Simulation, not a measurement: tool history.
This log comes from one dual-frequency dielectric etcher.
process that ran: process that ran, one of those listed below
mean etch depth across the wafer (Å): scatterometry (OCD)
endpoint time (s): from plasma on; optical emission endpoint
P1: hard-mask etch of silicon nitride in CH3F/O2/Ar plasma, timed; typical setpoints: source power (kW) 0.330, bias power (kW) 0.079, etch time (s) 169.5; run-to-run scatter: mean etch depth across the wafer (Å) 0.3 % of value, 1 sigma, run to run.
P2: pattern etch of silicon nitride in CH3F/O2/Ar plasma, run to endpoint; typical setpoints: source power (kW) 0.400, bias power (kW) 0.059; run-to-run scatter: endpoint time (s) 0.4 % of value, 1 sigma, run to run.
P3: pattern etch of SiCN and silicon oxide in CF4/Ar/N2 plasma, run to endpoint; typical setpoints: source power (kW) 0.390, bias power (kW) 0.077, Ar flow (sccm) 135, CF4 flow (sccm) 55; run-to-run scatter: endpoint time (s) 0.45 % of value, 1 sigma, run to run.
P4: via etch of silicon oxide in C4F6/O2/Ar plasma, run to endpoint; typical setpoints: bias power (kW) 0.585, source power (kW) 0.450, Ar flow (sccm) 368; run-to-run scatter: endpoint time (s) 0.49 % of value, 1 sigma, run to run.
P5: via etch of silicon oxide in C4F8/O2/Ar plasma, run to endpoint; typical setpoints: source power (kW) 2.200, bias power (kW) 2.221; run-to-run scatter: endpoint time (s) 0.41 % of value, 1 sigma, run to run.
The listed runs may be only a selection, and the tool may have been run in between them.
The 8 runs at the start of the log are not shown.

run    day  process that ran  source power (kW)  bias power (kW)  etch time (s)  Ar flow (sccm)  CF4 flow (sccm)  mean etch depth across the wafer (Å)  endpoint time (s)
  9  1.342                P3              0.390            0.049                            135               55                                                   21.397
 10  1.442                P3              0.390            0.077                            135               73                                                   17.320
 11  1.583                P2              0.400            0.075                                                                                                   70.948
 12  1.762                P1              0.330            0.079          169.5                                                                1162.60
 13  1.954                P1              0.330            0.079          169.5                                                                1168.20
 14  2.104                P1              0.330            0.079          169.5                                                                1165.00
 15  2.279                P1              0.240            0.079          207.5                                                                1261.20
 16  2.462                P4              0.580            0.585                            368                                                                    21.235
 17  2.608                P4              0.450            0.585                            368                                                                    23.272
 18  2.725                P3              0.390            0.077                            135               55                                                   18.118
 19  2.867                P4              0.450            0.430                            368                                                                    25.863
 20  2.996                P3              0.390            0.077                            135               55                                                   17.984
 21  3.100                P1              0.400            0.079          169.5                                                                1252.60

Predict the results of run 22:
 22  3.275                P1              0.330            0.079           93.0                                                                      ?

{"run 22": {"mean etch depth across the wafer (Å)": 635.79}}
